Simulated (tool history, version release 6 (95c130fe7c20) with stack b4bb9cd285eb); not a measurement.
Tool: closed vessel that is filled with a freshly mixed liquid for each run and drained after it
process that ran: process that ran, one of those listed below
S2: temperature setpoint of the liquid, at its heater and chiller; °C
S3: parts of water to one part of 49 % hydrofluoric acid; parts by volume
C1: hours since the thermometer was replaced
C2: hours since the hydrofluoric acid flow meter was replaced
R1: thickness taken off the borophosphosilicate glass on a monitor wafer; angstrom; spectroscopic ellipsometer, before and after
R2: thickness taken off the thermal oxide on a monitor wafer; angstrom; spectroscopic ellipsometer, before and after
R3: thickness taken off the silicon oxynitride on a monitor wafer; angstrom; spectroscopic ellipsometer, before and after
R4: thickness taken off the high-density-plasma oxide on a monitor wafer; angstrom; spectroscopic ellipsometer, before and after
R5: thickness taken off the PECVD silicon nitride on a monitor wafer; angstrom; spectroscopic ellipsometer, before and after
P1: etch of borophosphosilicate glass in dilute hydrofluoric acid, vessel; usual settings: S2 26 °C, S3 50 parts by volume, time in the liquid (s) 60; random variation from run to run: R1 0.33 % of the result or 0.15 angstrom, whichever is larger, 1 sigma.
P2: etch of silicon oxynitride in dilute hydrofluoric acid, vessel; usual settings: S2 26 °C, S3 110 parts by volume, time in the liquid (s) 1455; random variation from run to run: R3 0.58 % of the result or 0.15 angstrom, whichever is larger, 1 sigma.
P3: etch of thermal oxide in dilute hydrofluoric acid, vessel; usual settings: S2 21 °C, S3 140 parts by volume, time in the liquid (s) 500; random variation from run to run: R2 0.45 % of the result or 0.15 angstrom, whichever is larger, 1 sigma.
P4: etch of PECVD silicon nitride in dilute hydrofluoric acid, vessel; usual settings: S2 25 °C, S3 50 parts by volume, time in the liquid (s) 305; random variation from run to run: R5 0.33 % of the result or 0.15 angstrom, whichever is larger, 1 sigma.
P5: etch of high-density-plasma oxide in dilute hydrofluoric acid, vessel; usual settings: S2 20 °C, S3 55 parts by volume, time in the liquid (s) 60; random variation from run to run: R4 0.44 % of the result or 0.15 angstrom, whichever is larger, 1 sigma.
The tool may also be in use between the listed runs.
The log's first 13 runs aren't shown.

Run 14, hour 128.6: process that ran P4, S2 18 °C, S3 50 parts by volume, time in the liquid (s) 305; C1 590.5; C2 30.8. Result: R5 141 angstrom.
Run 15, hour 138.5: process that ran P1, S2 26 °C, S3 50 parts by volume, time in the liquid (s) 60; C1 600.4; C2 40.7. Result: R1 463.63 angstrom.
Run 16, hour 143.9: process that ran P2, S2 26 °C, S3 60 parts by volume, time in the liquid (s) 1455; C1 605.8; C2 46.1. Result: R3 972.01 angstrom.
Run 17, hour 149.8: process that ran P3, S2 25 °C, S3 140 parts by volume, time in the liquid (s) 500; C1 611.7; C2 52. Result: R2 174.03 angstrom.
Run 18, hour 162: process that ran P5, S2 28 °C, S3 55 parts by volume, time in the liquid (s) 60; C1 623.9; C2 64.2. Result: R4 107.99 angstrom.
Run 19, hour 172: process that ran P1, S2 26 °C, S3 20 parts by volume, time in the liquid (s) 60; C1 633.9; C2 74.2. Result: R1 1215.7 angstrom.
Run 20, hour 179.8: process that ran P4, S2 25 °C, S3 50 parts by volume, time in the liquid (s) 140; C1 641.7; C2 82. Result: R5 105.1 angstrom.
Run 21, hour 186.2: process that ran P1, S2 26 °C, S3 50 parts by volume, time in the liquid (s) 110; C1 648.1; C2 88.4. Result: R1 855.57 angstrom.
Run 22, hour 194.6: process that ran P1, S2 20.5 °C, S3 50 parts by volume, time in the liquid (s) 60; C1 656.5; C2 96.8. Result: R1 370.46 angstrom.

The next listed run, before its measurement:
Run 23, hour 203.9: process that ran P2, S2 26 °C, S3 110 parts by volume, time in the liquid (s) 705; C1 665.8; C2 106.1. Result: R3 ?.

{"run 23": {"R3": 245.24}}

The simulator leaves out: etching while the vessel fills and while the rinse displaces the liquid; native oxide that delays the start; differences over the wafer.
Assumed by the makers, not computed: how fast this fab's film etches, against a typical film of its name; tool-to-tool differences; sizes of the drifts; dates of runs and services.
